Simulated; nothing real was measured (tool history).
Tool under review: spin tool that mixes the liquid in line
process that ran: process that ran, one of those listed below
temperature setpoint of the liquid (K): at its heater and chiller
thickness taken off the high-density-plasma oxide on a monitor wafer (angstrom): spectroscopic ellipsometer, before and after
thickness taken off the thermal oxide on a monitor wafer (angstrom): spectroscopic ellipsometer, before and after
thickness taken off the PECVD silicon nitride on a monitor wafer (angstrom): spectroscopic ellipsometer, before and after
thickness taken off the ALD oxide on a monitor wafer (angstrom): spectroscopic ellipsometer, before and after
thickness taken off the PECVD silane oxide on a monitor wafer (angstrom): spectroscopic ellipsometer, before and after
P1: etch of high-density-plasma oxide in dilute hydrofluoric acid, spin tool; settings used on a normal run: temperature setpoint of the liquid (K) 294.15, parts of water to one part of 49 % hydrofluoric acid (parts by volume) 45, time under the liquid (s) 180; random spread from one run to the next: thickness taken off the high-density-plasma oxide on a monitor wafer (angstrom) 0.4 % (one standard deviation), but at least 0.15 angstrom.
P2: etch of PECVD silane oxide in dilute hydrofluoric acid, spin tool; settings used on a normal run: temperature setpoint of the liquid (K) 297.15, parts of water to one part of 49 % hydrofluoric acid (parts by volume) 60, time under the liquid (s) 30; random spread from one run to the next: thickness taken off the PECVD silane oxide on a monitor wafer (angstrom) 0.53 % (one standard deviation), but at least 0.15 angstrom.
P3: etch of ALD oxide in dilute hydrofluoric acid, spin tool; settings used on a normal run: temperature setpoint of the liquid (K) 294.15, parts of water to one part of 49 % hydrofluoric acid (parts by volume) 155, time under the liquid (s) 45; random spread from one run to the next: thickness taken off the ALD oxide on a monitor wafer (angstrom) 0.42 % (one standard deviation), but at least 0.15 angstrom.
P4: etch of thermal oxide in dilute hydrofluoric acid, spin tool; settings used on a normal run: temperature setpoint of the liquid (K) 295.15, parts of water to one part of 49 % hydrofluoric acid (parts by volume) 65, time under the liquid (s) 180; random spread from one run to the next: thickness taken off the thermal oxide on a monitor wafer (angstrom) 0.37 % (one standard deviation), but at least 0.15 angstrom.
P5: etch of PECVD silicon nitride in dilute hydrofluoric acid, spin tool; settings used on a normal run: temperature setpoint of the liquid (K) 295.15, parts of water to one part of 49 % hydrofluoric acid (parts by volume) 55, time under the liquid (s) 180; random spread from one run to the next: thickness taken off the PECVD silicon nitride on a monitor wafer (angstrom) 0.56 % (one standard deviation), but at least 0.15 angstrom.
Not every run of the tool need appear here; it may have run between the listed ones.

run   hour  process that ran  temperature setpoint of the liquid (K)  parts of water to one part of 49 % hydrofluoric acid (parts by volume)  time under the liquid (s)  thickness taken off the high-density-plasma oxide on a monitor wafer (angstrom)  thickness taken off the thermal oxide on a monitor wafer (angstrom)  thickness taken off the PECVD silicon nitride on a monitor wafer (angstrom)  thickness taken off the ALD oxide on a monitor wafer (angstrom)  thickness taken off the PECVD silane oxide on a monitor wafer (angstrom)
  1    9.3                P1                                  294.15                                                                      45                        180                                                                           209.92
  2   19.9                P1                                  294.15                                                                      20                        180                                                                           481.68
  3   28.7                P1                                  294.15                                                                      70                        180                                                                            129.5
  4   40.9                P4                                  290.15                                                                      65                        180                                                                                                                                                96.263
  5   47.5                P5                                  295.15                                                                      55                        180                                                                                                                                                                                                                              56.21
  6   55.4                P3                                  290.15                                                                     155                         45                                                                                                                                                                                                                                                                                              54.609
  7   66.8                P4                                  295.15                                                                      40                        180                                                                                                                                                198.54
  8   78.1                P3                                  294.15                                                                     155                         45                                                                                                                                                                                                                                                                                                64.1
  9   85.1                P2                                  297.15                                                                      60                         15                                                                                                                                                                                                                                                                                                                                                                        93.253
 10   94.7                P1                                  294.15                                                                      45                        180                                                                           208.08
 11  105.3                P2                                  297.15                                                                      60                         30                                                                                                                                                                                                                                                                                                                                                                        184.95
 12  112.2                P1                                  294.15                                                                      45                        180                                                                           208.65
 13  123.5                P1                                  290.15                                                                      45                        180                                                                           175.87
 14  134.6                P3                                  294.15                                                                     155                         45                                                                                                                                                                                                                                                                                               63.85
 15  145.3                P2                                  297.15                                                                      25                         30                                                                                                                                                                                                                                                                                                                                                                        462.45
 16  153.3                P4                                  295.15                                                                      65                         15                                                                                                                                                9.4776
 17  158.8                P3                                  294.15                                                                     155                         15                                                                                                                                                                                                                                                                                              21.398
 18  169.9                P5                                  295.15                                                                      55                        325                                                                                                                                                                                                                             100.59
 19  176.1                P3                                  294.15                                                                      40                         45                                                                                                                                                                                                                                                                                              282.33
     183.9  -- thermometer replaced
 20  185.9                P1                                  301.15                                                                      45                        180                                                                           279.34
 21  192.7                P1                                  294.15                                                                      45                         20                                                                           23.013
 22  198.2                P1                                  294.15                                                                      45                        180                                                                           206.58
 23  207.5                P4                                  295.15                                                                      65                        180                                                                                                                                                117.96
     209.1  -- hydrofluoric acid flow meter replaced
 24  213.1                P1                                  294.15                                                                      70                        310                                                                           223.19
 25  219.8                P4                                  295.15                                                                      65                        180                                                                                                                                                118.22
 26  226.9                P5                                  303.15                                                                      55                        180                                                                                                                                                                                                                             94.704
 27  233.3                P1                                  294.15                                                                      45                        275                                                                           316.59
 28  240.6                P2                                  290.65                                                                      60                         30                                                                                                                                                                                                                                                                                                                                                                        140.44
 29  250.6                P5                                  295.15                                                                     100                        180                                                                                                                                                                                                                             31.266
 30  259.3                P1                                  294.15                                                                      45                        180                                                                           208.55
 31  269.7                P1                                  294.15                                                                      45                        180                                                                           215.79
 32  275.7                P1                                  294.15                                                                      45                        180                                                                           218.17
 33    287                P1                                  294.15                                                                      45                        180                                                                            222.1
 34  293.3                P1                                  294.15                                                                      45                        180                                                                            221.9
 35  298.6                P1                                  294.15                                                                      45                        180                                                                           222.25
 36  305.1                P1                                  294.15                                                                      45                        180                                                                           224.11
 37  311.6                P1                                  294.15                                                                      45                        180                                                                           226.17
 38  322.2                P1                                  294.15                                                                      45                        180                                                                           224.14
 39  331.7                P1                                  294.15                                                                      45                        180                                                                            223.2
 40  337.2                P1                                  294.15                                                                      45                        180                                                                           225.93

P1 no longer gives what it gave before; its output has crept away from where it was. The following 2 causes, each at its listed size, fit the log equally well:
A: hydrofluoric acid flow above the setpoint (%) = 7.44
B: liquid hotter than its thermometer reads (K) = 1.8
At approximately hour 259.3, the process output began to creep.

Listed below are the offered check runs, one wafer per run, with question marks in place of results. For which of them would the causes give clearly different outcomes?
check 1  342.7                P4                                  290.15                                                                      65                        180                                                                                                                                                     ?
check 2  342.7                P2                                  292.15                                                                      60                         30                                                                                                                                                                                                                                                                                                                                                                             ?
check 3  342.7                P3                                  294.15                                                                      40                         30                                                                                                                                                                                                                                                                                                   ?
check 4  342.7                P5                                  303.15                                                                      55                        285                                                                                                                                                                                                                                  ?

How each check would come out, cause by cause:
  check                                                                       result    if A    if B
check 1          thickness taken off the thermal oxide on a monitor wafer (angstrom)  103.58  103.61
check 2     thickness taken off the PECVD silane oxide on a monitor wafer (angstrom)  161.85  161.77
check 3              thickness taken off the ALD oxide on a monitor wafer (angstrom)   204.2  204.34
check 4  thickness taken off the PECVD silicon nitride on a monitor wafer (angstrom)  161.63  168.88
Per-check spread between the two closest causes, in the result where they differ most: check 1 0.03 %; check 2 0.05 %; check 3 0.07 %; check 4 4.38 %
Only check 4 tells the causes apart: in the others they would give nearly the same result.

Running check 4 produced the following: thickness taken off the PECVD silicon nitride on a monitor wafer (angstrom) 168.78. Which one of the listed causes fits?

It was cause B: liquid hotter than its thermometer reads (K).
